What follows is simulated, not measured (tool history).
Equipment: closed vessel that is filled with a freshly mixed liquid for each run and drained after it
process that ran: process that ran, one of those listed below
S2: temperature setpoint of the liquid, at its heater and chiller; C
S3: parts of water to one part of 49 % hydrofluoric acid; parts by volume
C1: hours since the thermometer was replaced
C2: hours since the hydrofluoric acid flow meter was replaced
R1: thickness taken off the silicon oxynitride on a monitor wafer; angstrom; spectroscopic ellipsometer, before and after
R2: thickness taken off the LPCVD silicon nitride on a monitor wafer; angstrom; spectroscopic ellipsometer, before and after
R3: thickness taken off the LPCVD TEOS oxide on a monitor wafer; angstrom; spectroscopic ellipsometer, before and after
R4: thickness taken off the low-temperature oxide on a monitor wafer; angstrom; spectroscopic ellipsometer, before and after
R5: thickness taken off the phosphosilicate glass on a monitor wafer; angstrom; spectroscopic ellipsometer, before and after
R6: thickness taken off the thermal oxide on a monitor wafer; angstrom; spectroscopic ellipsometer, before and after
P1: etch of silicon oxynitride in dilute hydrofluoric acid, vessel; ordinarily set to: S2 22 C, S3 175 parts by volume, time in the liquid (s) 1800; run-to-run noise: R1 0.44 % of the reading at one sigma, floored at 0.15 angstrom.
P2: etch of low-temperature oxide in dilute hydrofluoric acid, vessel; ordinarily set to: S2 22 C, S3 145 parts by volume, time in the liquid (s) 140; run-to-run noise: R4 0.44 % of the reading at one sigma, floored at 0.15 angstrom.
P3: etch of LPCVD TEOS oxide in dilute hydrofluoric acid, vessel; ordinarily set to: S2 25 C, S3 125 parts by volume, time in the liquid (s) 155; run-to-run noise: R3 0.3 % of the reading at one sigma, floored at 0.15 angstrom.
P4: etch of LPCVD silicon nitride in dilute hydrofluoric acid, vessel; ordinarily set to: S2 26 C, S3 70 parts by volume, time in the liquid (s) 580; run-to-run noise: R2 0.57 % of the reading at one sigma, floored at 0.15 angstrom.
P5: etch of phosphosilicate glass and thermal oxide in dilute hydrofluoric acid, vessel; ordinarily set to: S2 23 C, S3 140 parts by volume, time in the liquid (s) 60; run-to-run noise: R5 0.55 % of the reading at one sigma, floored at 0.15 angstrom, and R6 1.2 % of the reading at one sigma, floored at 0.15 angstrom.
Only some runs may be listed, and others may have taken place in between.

Run 1, hour 12.3: process that ran P1, S2 22 C, S3 175 parts by volume, time in the liquid (s) 1800; C1 802; C2 591.9. Result: R1 147.62 angstrom.
Run 2, hour 21.2: process that ran P1, S2 22 C, S3 175 parts by volume, time in the liquid (s) 1800; C1 810.9; C2 600.8. Result: R1 147.33 angstrom.
Run 3, hour 33: process that ran P1, S2 22 C, S3 45 parts by volume, time in the liquid (s) 1800; C1 822.7; C2 612.6. Result: R1 628.08 angstrom.
Run 4, hour 47: process that ran P1, S2 22 C, S3 175 parts by volume, time in the liquid (s) 1800; C1 836.7; C2 626.6. Result: R1 146.59 angstrom.
Run 5, hour 61.9: process that ran P1, S2 17 C, S3 175 parts by volume, time in the liquid (s) 3065; C1 851.6; C2 641.5. Result: R1 198.94 angstrom.
Run 6, hour 71.3: process that ran P4, S2 26 C, S3 70 parts by volume, time in the liquid (s) 580; C1 861; C2 650.9. Result: R2 47.068 angstrom.
Run 7, hour 80.6: process that ran P1, S2 29.5 C, S3 175 parts by volume, time in the liquid (s) 1800; C1 870.3; C2 660.2. Result: R1 205.28 angstrom.
Run 8, hour 90.4: process that ran P3, S2 30 C, S3 125 parts by volume, time in the liquid (s) 155; C1 880.1; C2 670. Result: R3 259.93 angstrom.
Run 9, hour 103.6: process that ran P4, S2 26 C, S3 70 parts by volume, time in the liquid (s) 580; C1 893.3; C2 683.2. Result: R2 46.913 angstrom.
Run 10, hour 115.9: process that ran P1, S2 22 C, S3 240 parts by volume, time in the liquid (s) 3440; C1 905.6; C2 695.5. Result: R1 195.11 angstrom.
Run 11, hour 133.9: process that ran P2, S2 22 C, S3 145 parts by volume, time in the liquid (s) 140; C1 923.6; C2 713.5. Result: R4 157.13 angstrom.
Run 12, hour 145.6: process that ran P1, S2 22 C, S3 175 parts by volume, time in the liquid (s) 1800; C1 935.3; C2 725.2. Result: R1 146.79 angstrom.
Run 13, hour 159.4: process that ran P3, S2 25 C, S3 35 parts by volume, time in the liquid (s) 155; C1 949.1; C2 739. Result: R3 865.26 angstrom.
Run 14, hour 175: process that ran P2, S2 30 C, S3 145 parts by volume, time in the liquid (s) 140; C1 964.7; C2 754.6. Result: R4 211.94 angstrom.
Run 15, hour 186.7: process that ran P1, S2 22 C, S3 300 parts by volume, time in the liquid (s) 1800; C1 976.4; C2 766.3. Result: R1 78.281 angstrom.
Run 16, hour 201.2: process that ran P5, S2 23 C, S3 25 parts by volume, time in the liquid (s) 60; C1 990.9; C2 780.8. Result: R5 3616.9 angstrom, R6 119.11 angstrom.
Run 17, hour 215.8: process that ran P4, S2 26 C, S3 70 parts by volume, time in the liquid (s) 315; C1 1005.5; C2 795.4. Result: R2 25.365 angstrom.
Run 18, hour 230.3: process that ran P1, S2 22 C, S3 175 parts by volume, time in the liquid (s) 1800; C1 1020; C2 809.9. Result: R1 145.8 angstrom.
Run 19, hour 246.4: process that ran P4, S2 26 C, S3 125 parts by volume, time in the liquid (s) 580; C1 1036.1; C2 826. Result: R2 26.326 angstrom.
Run 20, hour 262.9: process that ran P1, S2 22 C, S3 175 parts by volume, time in the liquid (s) 580; C1 1052.6; C2 842.5. Result: R1 47.29 angstrom.
Run 21, hour 272.5: process that ran P5, S2 23 C, S3 140 parts by volume, time in the liquid (s) 30; C1 1062.2; C2 852.1. Result: R5 282.89 angstrom, R6 9.3591 angstrom.
Run 22, hour 281.9: process that ran P2, S2 22 C, S3 40 parts by volume, time in the liquid (s) 140; C1 1071.6; C2 861.5. Result: R4 643.16 angstrom.
At hour 289.1: hydrofluoric acid flow meter replaced.
Run 23, hour 293.9: process that ran P2, S2 22 C, S3 145 parts by volume, time in the liquid (s) 30; C1 1083.6; C2 4.9. Result: R4 33.481 angstrom.
Run 24, hour 311.7: process that ran P5, S2 23 C, S3 140 parts by volume, time in the liquid (s) 60; C1 1101.4; C2 22.7. Result: R5 565.64 angstrom, R6 18.61 angstrom.
Run 25, hour 320: process that ran P1, S2 22 C, S3 175 parts by volume, time in the liquid (s) 1800; C1 1109.7; C2 31. Result: R1 145.62 angstrom.
Run 26, hour 329.3: process that ran P1, S2 22 C, S3 175 parts by volume, time in the liquid (s) 1800; C1 1119; C2 40.3. Result: R1 146.18 angstrom.
Run 27, hour 347.5: process that ran P1, S2 22 C, S3 175 parts by volume, time in the liquid (s) 2680; C1 1137.2; C2 58.5. Result: R1 217.85 angstrom.
Run 28, hour 361.2: process that ran P3, S2 25 C, S3 125 parts by volume, time in the liquid (s) 305; C1 1150.9; C2 72.2. Result: R3 422.5 angstrom.
Run 29, hour 371.3: process that ran P4, S2 33.5 C, S3 70 parts by volume, time in the liquid (s) 580; C1 1161; C2 82.3. Result: R2 74.912 angstrom.
Run 30, hour 383.8: process that ran P1, S2 17 C, S3 175 parts by volume, time in the liquid (s) 1800; C1 1173.5; C2 94.8. Result: R1 115.99 angstrom.
Run 31, hour 400.8: process that ran P5, S2 30.5 C, S3 140 parts by volume, time in the liquid (s) 60; C1 1190.5; C2 111.8. Result: R5 742.59 angstrom, R6 24.344 angstrom.
Run 32, hour 415.2: process that ran P3, S2 25 C, S3 125 parts by volume, time in the liquid (s) 155; C1 1204.9; C2 126.2. Result: R3 215.58 angstrom.
Run 33, hour 424.2: process that ran P1, S2 22 C, S3 175 parts by volume, time in the liquid (s) 1800; C1 1213.9; C2 135.2. Result: R1 146.11 angstrom.
Run 34, hour 440.7: process that ran P1, S2 22 C, S3 175 parts by volume, time in the liquid (s) 1800; C1 1230.4; C2 151.7. Result: R1 151.81 angstrom.
Run 35, hour 452.5: process that ran P1, S2 22 C, S3 175 parts by volume, time in the liquid (s) 1800; C1 1242.2; C2 163.5. Result: R1 154.36 angstrom.
Run 36, hour 466.4: process that ran P1, S2 22 C, S3 175 parts by volume, time in the liquid (s) 1800; C1 1256.1; C2 177.4. Result: R1 155.19 angstrom.
Run 37, hour 476.2: process that ran P1, S2 22 C, S3 175 parts by volume, time in the liquid (s) 1800; C1 1265.9; C2 187.2. Result: R1 156.39 angstrom.

For run 38, what comes out?
Run 38, hour 494.8: process that ran P1, S2 22 C, S3 175 parts by volume, time in the liquid (s) 1800; C1 1284.5; C2 205.8. Result: R1 ?.

{"run 38": {"R1": 155.71}}

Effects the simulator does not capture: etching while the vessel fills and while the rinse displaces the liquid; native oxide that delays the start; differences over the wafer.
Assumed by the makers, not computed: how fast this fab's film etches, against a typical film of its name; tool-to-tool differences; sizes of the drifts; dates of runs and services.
